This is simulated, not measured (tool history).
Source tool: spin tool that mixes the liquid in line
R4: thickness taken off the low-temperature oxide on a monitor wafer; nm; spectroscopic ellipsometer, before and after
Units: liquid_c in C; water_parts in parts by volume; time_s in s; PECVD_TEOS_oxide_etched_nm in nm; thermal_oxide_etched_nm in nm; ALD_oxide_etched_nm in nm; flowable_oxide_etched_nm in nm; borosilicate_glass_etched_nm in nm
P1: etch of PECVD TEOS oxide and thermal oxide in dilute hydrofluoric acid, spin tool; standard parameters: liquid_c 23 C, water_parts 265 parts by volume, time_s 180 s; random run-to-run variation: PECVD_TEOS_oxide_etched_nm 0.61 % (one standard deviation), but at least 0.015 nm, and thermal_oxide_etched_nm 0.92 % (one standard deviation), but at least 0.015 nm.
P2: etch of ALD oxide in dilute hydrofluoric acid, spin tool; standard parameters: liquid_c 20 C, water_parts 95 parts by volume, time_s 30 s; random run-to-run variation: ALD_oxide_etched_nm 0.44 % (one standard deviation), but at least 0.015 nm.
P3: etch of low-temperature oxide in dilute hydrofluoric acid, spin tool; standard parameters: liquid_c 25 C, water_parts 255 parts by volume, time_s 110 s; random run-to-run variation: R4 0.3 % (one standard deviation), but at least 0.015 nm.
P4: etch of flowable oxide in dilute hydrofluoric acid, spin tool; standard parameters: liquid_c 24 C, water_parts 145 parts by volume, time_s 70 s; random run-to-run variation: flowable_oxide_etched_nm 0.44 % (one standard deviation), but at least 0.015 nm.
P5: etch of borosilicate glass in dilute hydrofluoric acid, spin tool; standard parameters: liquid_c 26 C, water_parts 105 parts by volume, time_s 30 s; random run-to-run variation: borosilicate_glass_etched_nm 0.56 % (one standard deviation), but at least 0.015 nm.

{"run": 1, "day": 0.688, "process": "P1", "liquid_c": 23, "water_parts": 265, "time_s": 180, "PECVD_TEOS_oxide_etched_nm": 4.9327, "thermal_oxide_etched_nm": 2.5521}
{"run": 2, "day": 1.392, "process": "P1", "liquid_c": 23, "water_parts": 85, "time_s": 180, "PECVD_TEOS_oxide_etched_nm": 18.638, "thermal_oxide_etched_nm": 9.8843}
{"run": 3, "day": 2.062, "process": "P1", "liquid_c": 23, "water_parts": 265, "time_s": 180, "PECVD_TEOS_oxide_etched_nm": 4.8968, "thermal_oxide_etched_nm": 2.5606}
{"run": 4, "day": 2.675, "process": "P2", "liquid_c": 20, "water_parts": 20, "time_s": 30, "ALD_oxide_etched_nm": 28.914}
{"run": 5, "day": 3.092, "process": "P1", "liquid_c": 23, "water_parts": 265, "time_s": 60, "PECVD_TEOS_oxide_etched_nm": 1.6139, "thermal_oxide_etched_nm": 0.86841}
{"run": 6, "day": 3.65, "process": "P3", "liquid_c": 25, "water_parts": 255, "time_s": 110, "R4": 7.8669}
{"run": 7, "day": 4.221, "process": "P3", "liquid_c": 25, "water_parts": 255, "time_s": 215, "R4": 15.367}
{"run": 8, "day": 4.829, "process": "P4", "liquid_c": 24, "water_parts": 145, "time_s": 130, "flowable_oxide_etched_nm": 34.721}
{"run": 9, "day": 5.396, "process": "P1", "liquid_c": 23, "water_parts": 460, "time_s": 180, "PECVD_TEOS_oxide_etched_nm": 2.3412, "thermal_oxide_etched_nm": 1.2872}
{"run": 10, "day": 5.783, "process": "P5", "liquid_c": 26, "water_parts": 185, "time_s": 30, "borosilicate_glass_etched_nm": 7.0458}
{"run": 11, "day": 6.288, "process": "P1", "liquid_c": 23, "water_parts": 465, "time_s": 30, "PECVD_TEOS_oxide_etched_nm": 0.38348, "thermal_oxide_etched_nm": 0.18985}
{"run": 12, "day": 6.804, "process": "P4", "liquid_c": 32, "water_parts": 145, "time_s": 70, "flowable_oxide_etched_nm": 25.124}
{"run": 13, "day": 7.479, "process": "P1", "liquid_c": 23, "water_parts": 265, "time_s": 180, "PECVD_TEOS_oxide_etched_nm": 4.914, "thermal_oxide_etched_nm": 2.6327}
{"run": 14, "day": 7.992, "process": "P3", "liquid_c": 18, "water_parts": 255, "time_s": 110, "R4": 6.057}
{"run": 15, "day": 8.483, "process": "P1", "liquid_c": 23, "water_parts": 265, "time_s": 180, "PECVD_TEOS_oxide_etched_nm": 4.915, "thermal_oxide_etched_nm": 2.5584}
{"run": 16, "day": 9.042, "process": "P2", "liquid_c": 28, "water_parts": 95, "time_s": 30, "ALD_oxide_etched_nm": 7.6682}
{"run": 17, "day": 9.488, "process": "P4", "liquid_c": 24, "water_parts": 145, "time_s": 70, "flowable_oxide_etched_nm": 18.907}
{"run": 18, "day": 9.833, "process": "P2", "liquid_c": 20, "water_parts": 95, "time_s": 30, "ALD_oxide_etched_nm": 5.5919}
{"run": 19, "day": 10.35, "process": "P4", "liquid_c": 24, "water_parts": 260, "time_s": 70, "flowable_oxide_etched_nm": 9.2494}
{"run": 20, "day": 10.888, "process": "P1", "liquid_c": 28.5, "water_parts": 265, "time_s": 180, "PECVD_TEOS_oxide_etched_nm": 5.9195, "thermal_oxide_etched_nm": 3.1309}
{"run": 21, "day": 11.496, "process": "P1", "liquid_c": 23, "water_parts": 265, "time_s": 300, "PECVD_TEOS_oxide_etched_nm": 8.2671, "thermal_oxide_etched_nm": 4.36}
{"run": 22, "day": 11.942, "process": "P5", "liquid_c": 26, "water_parts": 105, "time_s": 30, "borosilicate_glass_etched_nm": 13.648}
{"run": 23, "day": 12.392, "process": "P2", "liquid_c": 20, "water_parts": 95, "time_s": 15, "ALD_oxide_etched_nm": 2.7744}
{"run": 24, "day": 12.988, "process": "P1", "liquid_c": 17, "water_parts": 265, "time_s": 180, "PECVD_TEOS_oxide_etched_nm": 3.9066, "thermal_oxide_etched_nm": 2.073}
{"run": 25, "day": 13.521, "process": "P2", "liquid_c": 20, "water_parts": 95, "time_s": 30, "ALD_oxide_etched_nm": 5.5992}
{"run": 26, "day": 14.129, "process": "P5", "liquid_c": 26, "water_parts": 105, "time_s": 15, "borosilicate_glass_etched_nm": 6.8251}
{"run": 27, "day": 14.838, "process": "P5", "liquid_c": 21, "water_parts": 105, "time_s": 30, "borosilicate_glass_etched_nm": 11.199}
{"run": 28, "day": 15.229, "process": "P5", "liquid_c": 26, "water_parts": 105, "time_s": 30, "borosilicate_glass_etched_nm": 13.669}
{"run": 29, "day": 15.954, "process": "P3", "liquid_c": 25, "water_parts": 435, "time_s": 110, "R4": 3.8807}
{"run": 30, "day": 16.412, "process": "P1", "liquid_c": 23, "water_parts": 265, "time_s": 180, "PECVD_TEOS_oxide_etched_nm": 4.8595, "thermal_oxide_etched_nm": 2.5597}
{"run": 31, "day": 16.929, "process": "P1", "liquid_c": 23, "water_parts": 265, "time_s": 180, "PECVD_TEOS_oxide_etched_nm": 4.7443, "thermal_oxide_etched_nm": 2.492}
{"run": 32, "day": 17.25, "process": "P1", "liquid_c": 23, "water_parts": 265, "time_s": 180, "PECVD_TEOS_oxide_etched_nm": 4.6198, "thermal_oxide_etched_nm": 2.4844}
{"run": 33, "day": 17.867, "process": "P1", "liquid_c": 23, "water_parts": 265, "time_s": 180, "PECVD_TEOS_oxide_etched_nm": 4.5879, "thermal_oxide_etched_nm": 2.4167}
{"run": 34, "day": 18.429, "process": "P1", "liquid_c": 23, "water_parts": 265, "time_s": 180, "PECVD_TEOS_oxide_etched_nm": 4.4922, "thermal_oxide_etched_nm": 2.4422}
{"run": 35, "day": 19.075, "process": "P1", "liquid_c": 23, "water_parts": 265, "time_s": 180, "PECVD_TEOS_oxide_etched_nm": 4.516, "thermal_oxide_etched_nm": 2.4111}
{"run": 36, "day": 19.471, "process": "P1", "liquid_c": 23, "water_parts": 265, "time_s": 180, "PECVD_TEOS_oxide_etched_nm": 4.5322, "thermal_oxide_etched_nm": 2.4376}

What P1 gives has crept off from where it sat before. The 2 causes that follow fit the log equally well, each at the size noted:
A: liquid colder than its thermometer reads (K) = 2.18
B: hydrofluoric acid flow below the setpoint (%) = 6.07
The gradual shift began around day 16.412.

Consider the 4 single-wafer check runs listed below, results given as question marks: which one distinguishes between the causes by giving clearly different results for each?
{"run": "check 1", "day": 19.867, "process": "P4", "liquid_c": 30, "water_parts": 145, "time_s": 70, "flowable_oxide_etched_nm": "?"}
{"run": "check 2", "day": 19.867, "process": "P2", "liquid_c": 20, "water_parts": 20, "time_s": 30, "ALD_oxide_etched_nm": "?"}
{"run": "check 3", "day": 19.867, "process": "P3", "liquid_c": 25, "water_parts": 255, "time_s": 160, "R4": "?"}
{"run": "check 4", "day": 19.867, "process": "P5", "liquid_c": 26, "water_parts": 175, "time_s": 15, "borosilicate_glass_etched_nm": "?"}

If the cause were each of the candidates in turn, the checks would give the following:
check=check_1 result=flowable_oxide_etched_nm if_A=21.729 if_B=21.831
check=check_2 result=ALD_oxide_etched_nm if_A=26.386 if_B=27.228
check=check_3 result=R4 if_A=10.558 if_B=10.54
check=check_4 result=borosilicate_glass_etched_nm if_A=3.4877 if_B=3.5069
Distance between the nearest two causes, measured in the result of the check that separates them most: check 1 0.47 %; check 2 3.14 %; check 3 0.17 %; check 4 0.55 %
The other checks would show nearly matching results whichever cause is true, so check 2 is the only one that separates the causes.

Then check 2 was run and gave: ALD_oxide_etched_nm 27.277 nm. Which cause is it?

It is B: hydrofluoric acid flow below the setpoint (%).

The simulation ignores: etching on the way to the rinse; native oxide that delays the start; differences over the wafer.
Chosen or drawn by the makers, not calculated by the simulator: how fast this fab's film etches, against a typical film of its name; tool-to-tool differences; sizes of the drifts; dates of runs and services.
